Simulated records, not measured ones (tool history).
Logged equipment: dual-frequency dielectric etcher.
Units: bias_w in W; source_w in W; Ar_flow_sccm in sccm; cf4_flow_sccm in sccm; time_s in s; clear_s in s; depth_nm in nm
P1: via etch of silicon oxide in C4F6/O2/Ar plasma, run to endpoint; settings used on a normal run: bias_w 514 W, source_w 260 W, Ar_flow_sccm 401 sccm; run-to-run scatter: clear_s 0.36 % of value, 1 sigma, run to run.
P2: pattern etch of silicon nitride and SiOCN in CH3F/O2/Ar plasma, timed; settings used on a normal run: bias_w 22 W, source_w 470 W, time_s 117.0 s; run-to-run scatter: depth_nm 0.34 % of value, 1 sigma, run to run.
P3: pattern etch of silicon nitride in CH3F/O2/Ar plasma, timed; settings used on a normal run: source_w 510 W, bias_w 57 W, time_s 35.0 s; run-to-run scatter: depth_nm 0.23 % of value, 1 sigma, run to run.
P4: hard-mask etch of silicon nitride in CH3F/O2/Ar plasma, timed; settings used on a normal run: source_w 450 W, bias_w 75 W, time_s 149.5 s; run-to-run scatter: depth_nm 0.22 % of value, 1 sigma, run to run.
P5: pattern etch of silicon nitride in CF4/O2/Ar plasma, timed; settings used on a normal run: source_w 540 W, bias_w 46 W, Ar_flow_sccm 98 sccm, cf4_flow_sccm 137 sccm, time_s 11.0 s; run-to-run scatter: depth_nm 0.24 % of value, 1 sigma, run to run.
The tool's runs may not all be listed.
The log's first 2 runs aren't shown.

run,hour,process,bias_w,source_w,Ar_flow_sccm,cf4_flow_sccm,time_s,clear_s,depth_nm
3,15.2,P4,47,450,,,149.5,,94.660
4,21.0,P5,46,540,98,137,11.0,,22.363
5,27.7,P1,379,260,401,,,31.933,
6,33.7,P1,514,260,401,,,28.367,
7,39.1,P1,322,190,401,,,37.665,
8,47.6,P1,357,220,401,,,34.560,
9,55.6,P1,514,260,401,,,28.344,
10,64.4,P2,22,630,,,117.0,,17.830
11,71.0,P5,46,540,98,137,7.0,,14.207
12,75.2,P1,514,260,487,,,29.073,
13,82.0,P5,32,540,98,137,11.0,,19.881
14,89.3,P5,46,540,98,137,11.0,,22.369
15,97.1,P2,22,470,,,117.0,,16.128
16,105.0,P3,57,300,,,35.0,,19.950
17,111.1,P1,642,260,401,,,26.062,
18,115.9,P1,514,310,496,,,27.149,
19,124.3,P4,75,280,,,149.5,,91.954
20,131.6,P1,514,260,401,,,28.235,
21,139.9,P5,46,540,98,85,11.0,,21.053
22,147.2,P3,57,510,,,51.5,,36.252
23,154.9,P2,13,470,,,117.0,,12.908
24,162.7,P3,80,510,,,35.0,,27.556
25,169.7,P3,57,510,,,35.0,,24.597
26,178.1,P2,22,470,,,117.0,,16.126

Run 27 comes next. What will it give?
27,186.3,P1,514,210,401,,,?,

clear_s: 30.704 s
